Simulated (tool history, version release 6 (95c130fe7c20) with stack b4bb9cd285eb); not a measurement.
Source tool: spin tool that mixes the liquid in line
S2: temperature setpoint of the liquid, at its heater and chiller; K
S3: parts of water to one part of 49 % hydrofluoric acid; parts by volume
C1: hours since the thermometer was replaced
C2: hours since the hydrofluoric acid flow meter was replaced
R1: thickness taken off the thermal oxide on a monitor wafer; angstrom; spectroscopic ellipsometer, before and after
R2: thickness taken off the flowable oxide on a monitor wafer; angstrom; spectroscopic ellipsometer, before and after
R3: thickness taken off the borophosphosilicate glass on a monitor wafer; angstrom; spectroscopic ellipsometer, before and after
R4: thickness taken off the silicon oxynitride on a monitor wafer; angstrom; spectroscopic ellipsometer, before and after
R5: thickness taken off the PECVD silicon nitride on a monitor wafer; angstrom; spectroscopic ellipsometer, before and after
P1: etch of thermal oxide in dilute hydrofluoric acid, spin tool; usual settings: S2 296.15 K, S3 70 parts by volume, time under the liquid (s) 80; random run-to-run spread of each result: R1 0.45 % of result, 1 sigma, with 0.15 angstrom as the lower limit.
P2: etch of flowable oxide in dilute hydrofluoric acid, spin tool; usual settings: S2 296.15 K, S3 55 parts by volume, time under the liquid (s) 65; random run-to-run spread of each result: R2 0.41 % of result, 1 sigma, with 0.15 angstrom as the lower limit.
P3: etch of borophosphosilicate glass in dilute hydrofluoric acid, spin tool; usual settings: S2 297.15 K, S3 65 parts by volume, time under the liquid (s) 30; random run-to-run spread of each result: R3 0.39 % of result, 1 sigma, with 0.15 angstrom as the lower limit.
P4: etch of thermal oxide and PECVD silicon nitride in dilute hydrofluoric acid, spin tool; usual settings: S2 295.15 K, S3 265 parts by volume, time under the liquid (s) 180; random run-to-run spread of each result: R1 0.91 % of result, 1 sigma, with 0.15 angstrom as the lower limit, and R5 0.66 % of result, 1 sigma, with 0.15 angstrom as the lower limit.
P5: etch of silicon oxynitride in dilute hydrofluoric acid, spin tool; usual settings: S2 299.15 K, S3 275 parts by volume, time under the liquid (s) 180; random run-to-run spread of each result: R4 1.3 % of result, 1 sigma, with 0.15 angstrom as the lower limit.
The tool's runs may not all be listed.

run 1 hour=8.5 | process_that_ran=P1 S2=296.15 S3=70 time_under_the_liquid_(s)=80 | C1=1583.3 C2=221 | R1=54.376
run 2 hour=13.1 | process_that_ran=P2 S2=296.15 S3=55 time_under_the_liquid_(s)=65 | C1=1587.9 C2=225.6 | R2=291.48
run 3 hour=17.4 | process_that_ran=P1 S2=296.15 S3=70 time_under_the_liquid_(s)=80 | C1=1592.2 C2=229.9 | R1=54.604
run 4 hour=24.2 | process_that_ran=P3 S2=297.15 S3=65 time_under_the_liquid_(s)=30 | C1=1599 C2=236.7 | R3=335.16
run 5 hour=31.9 | process_that_ran=P1 S2=296.15 S3=35 time_under_the_liquid_(s)=80 | C1=1606.7 C2=244.4 | R1=113.74
run 6 hour=38.1 | process_that_ran=P1 S2=296.15 S3=70 time_under_the_liquid_(s)=30 | C1=1612.9 C2=250.6 | R1=20.213
run 7 hour=43.4 | process_that_ran=P5 S2=299.15 S3=420 time_under_the_liquid_(s)=180 | C1=1618.2 C2=255.9 | R4=11.788
run 8 hour=49.7 | process_that_ran=P3 S2=297.15 S3=65 time_under_the_liquid_(s)=45 | C1=1624.5 C2=262.2 | R3=501.49
run 9 hour=57.5 | process_that_ran=P1 S2=296.15 S3=70 time_under_the_liquid_(s)=80 | C1=1632.3 C2=270 | R1=54.429
run 10 hour=62.6 | process_that_ran=P1 S2=291.15 S3=70 time_under_the_liquid_(s)=80 | C1=1637.4 C2=275.1 | R1=44.344
run 11 hour=68.1 | process_that_ran=P4 S2=299.15 S3=265 time_under_the_liquid_(s)=180 | C1=1642.9 C2=280.6 | R1=31.561 R5=43.971
run 12 hour=73 | process_that_ran=P2 S2=296.15 S3=55 time_under_the_liquid_(s)=15 | C1=1647.8 C2=285.5 | R2=66.724
run 13 hour=80.4 | process_that_ran=P5 S2=299.15 S3=275 time_under_the_liquid_(s)=30 | C1=1655.2 C2=292.9 | R4=3.3049
run 14 hour=84.6 | process_that_ran=P1 S2=290.65 S3=35 time_under_the_liquid_(s)=80 | C1=1659.4 C2=297.1 | R1=90.469
run 15 hour=89.1 | process_that_ran=P4 S2=295.15 S3=265 time_under_the_liquid_(s)=180 | C1=1663.9 C2=301.6 | R1=27.743 R5=33.628
run 16 hour=97.6 | process_that_ran=P4 S2=295.15 S3=370 time_under_the_liquid_(s)=180 | C1=1672.4 C2=310.1 | R1=17.759 R5=24.305
run 17 hour=102.8 | process_that_ran=P1 S2=296.15 S3=100 time_under_the_liquid_(s)=80 | C1=1677.6 C2=315.3 | R1=36.819
run 18 hour=108.7 | process_that_ran=P3 S2=301.65 S3=65 time_under_the_liquid_(s)=30 | C1=1683.5 C2=321.2 | R3=399.12
run 19 hour=115.6 | process_that_ran=P4 S2=295.15 S3=265 time_under_the_liquid_(s)=180 | C1=1690.4 C2=328.1 | R1=27.975 R5=34.838
run 20 hour=120.3 | process_that_ran=P3 S2=297.15 S3=65 time_under_the_liquid_(s)=30 | C1=1695.1 C2=332.8 | R3=332.07
run 21 hour=128.4 | process_that_ran=P1 S2=301.15 S3=70 time_under_the_liquid_(s)=80 | C1=1703.2 C2=340.9 | R1=66.346
run 22 hour=134.9 | process_that_ran=P1 S2=296.15 S3=70 time_under_the_liquid_(s)=80 | C1=1709.7 C2=347.4 | R1=54.405
run 23 hour=141.2 | process_that_ran=P5 S2=299.15 S3=275 time_under_the_liquid_(s)=180 | C1=1716 C2=353.7 | R4=20.268
run 24 hour=145.2 | process_that_ran=P5 S2=299.15 S3=275 time_under_the_liquid_(s)=180 | C1=1720 C2=357.7 | R4=20.346
run 25 hour=150.3 | process_that_ran=P2 S2=291.15 S3=55 time_under_the_liquid_(s)=65 | C1=1725.1 C2=362.8 | R2=234.24
run 26 hour=154.8 | process_that_ran=P1 S2=296.15 S3=70 time_under_the_liquid_(s)=80 | C1=1729.6 C2=367.3 | R1=54.575
run 27 hour=162.8 | process_that_ran=P3 S2=297.15 S3=100 time_under_the_liquid_(s)=30 | C1=1737.6 C2=375.3 | R3=207.75
run 28 hour=168.4 | process_that_ran=P4 S2=295.15 S3=265 time_under_the_liquid_(s)=55 | C1=1743.2 C2=380.9 | R1=8.4235 R5=10.848
run 29 hour=172.9 | process_that_ran=P1 S2=296.15 S3=70 time_under_the_liquid_(s)=145 | C1=1747.7 C2=385.4 | R1=98.43
run 30 hour=181.3 | process_that_ran=P2 S2=296.15 S3=75 time_under_the_liquid_(s)=65 | C1=1756.1 C2=393.8 | R2=207.93
run 31 hour=189.7 | process_that_ran=P1 S2=296.15 S3=70 time_under_the_liquid_(s)=80 | C1=1764.5 C2=402.2 | R1=54.453
run 32 hour=193.7 | process_that_ran=P5 S2=294.15 S3=275 time_under_the_liquid_(s)=180 | C1=1768.5 C2=406.2 | R4=16.183
run 33 hour=201 | process_that_ran=P1 S2=296.15 S3=70 time_under_the_liquid_(s)=80 | C1=1775.8 C2=413.5 | R1=54.719
run 34 hour=209 | process_that_ran=P1 S2=296.15 S3=70 time_under_the_liquid_(s)=80 | C1=1783.8 C2=421.5 | R1=52.906
run 35 hour=217.5 | process_that_ran=P1 S2=296.15 S3=70 time_under_the_liquid_(s)=80 | C1=1792.3 C2=430 | R1=51.499
run 36 hour=222.1 | process_that_ran=P1 S2=296.15 S3=70 time_under_the_liquid_(s)=80 | C1=1796.9 C2=434.6 | R1=50.974
run 37 hour=227.8 | process_that_ran=P1 S2=296.15 S3=70 time_under_the_liquid_(s)=80 | C1=1802.6 C2=440.3 | R1=50.962
run 38 hour=232.4 | process_that_ran=P1 S2=296.15 S3=70 time_under_the_liquid_(s)=80 | C1=1807.2 C2=444.9 | R1=51.207
run 39 hour=236.7 | process_that_ran=P1 S2=296.15 S3=70 time_under_the_liquid_(s)=80 | C1=1811.5 C2=449.2 | R1=50.994
run 40 hour=244.2 | process_that_ran=P1 S2=296.15 S3=70 time_under_the_liquid_(s)=80 | C1=1819 C2=456.7 | R1=50.848
run 41 hour=251.3 | process_that_ran=P1 S2=296.15 S3=70 time_under_the_liquid_(s)=80 | C1=1826.1 C2=463.8 | R1=50.531
run 42 hour=255.2 | process_that_ran=P1 S2=296.15 S3=70 time_under_the_liquid_(s)=80 | C1=1830 C2=467.7 | R1=50.528

P1 has crept away from where it was. The log is fitted equally well by each of these 2 causes, at the sizes shown:
A: hydrofluoric acid flow below the setpoint (%) = 6.3
B: liquid colder than its thermometer reads (K) = 1.73
At approximately hour 201, the process output began to creep.

The 4 check runs listed below each average the results of 2 wafers, and their outcomes are marked with question marks. Under which run would the listed causes produce clearly different results?
run check 1 hour=259.1 | process_that_ran=P4 S2=295.15 S3=265 time_under_the_liquid_(s)=180 | R1=? R5=?
run check 2 hour=259.1 | process_that_ran=P5 S2=299.15 S3=275 time_under_the_liquid_(s)=180 | R4=?
run check 3 hour=259.1 | process_that_ran=P3 S2=297.15 S3=65 time_under_the_liquid_(s)=30 | R3=?
run check 4 hour=259.1 | process_that_ran=P2 S2=296.15 S3=55 time_under_the_liquid_(s)=65 | R2=?

What every check run would give for each of its results, assuming each possible cause in turn:
check=check_1 result=R1 if_A=25.27 if_B=25.744
check=check_1 result=R5 if_A=32.086 if_B=30.638
check=check_2 result=R4 if_A=18.594 if_B=18.694
check=check_3 result=R3 if_A=311.25 if_B=311.2
check=check_4 result=R2 if_A=270.59 if_B=270.02
Distance between the nearest two causes, measured in the result of the check that separates them most: check 1 4.62 %; check 2 0.54 %; check 3 0.01 %; check 4 0.21 %
Check 1 distinguishes between the causes, while the remaining checks would return nearly the same result for all of them.

Then check 1 was run and gave: R1 25.389 angstrom; R5 32.055 angstrom. Which cause is it?

It was cause A: hydrofluoric acid flow below the setpoint (%).
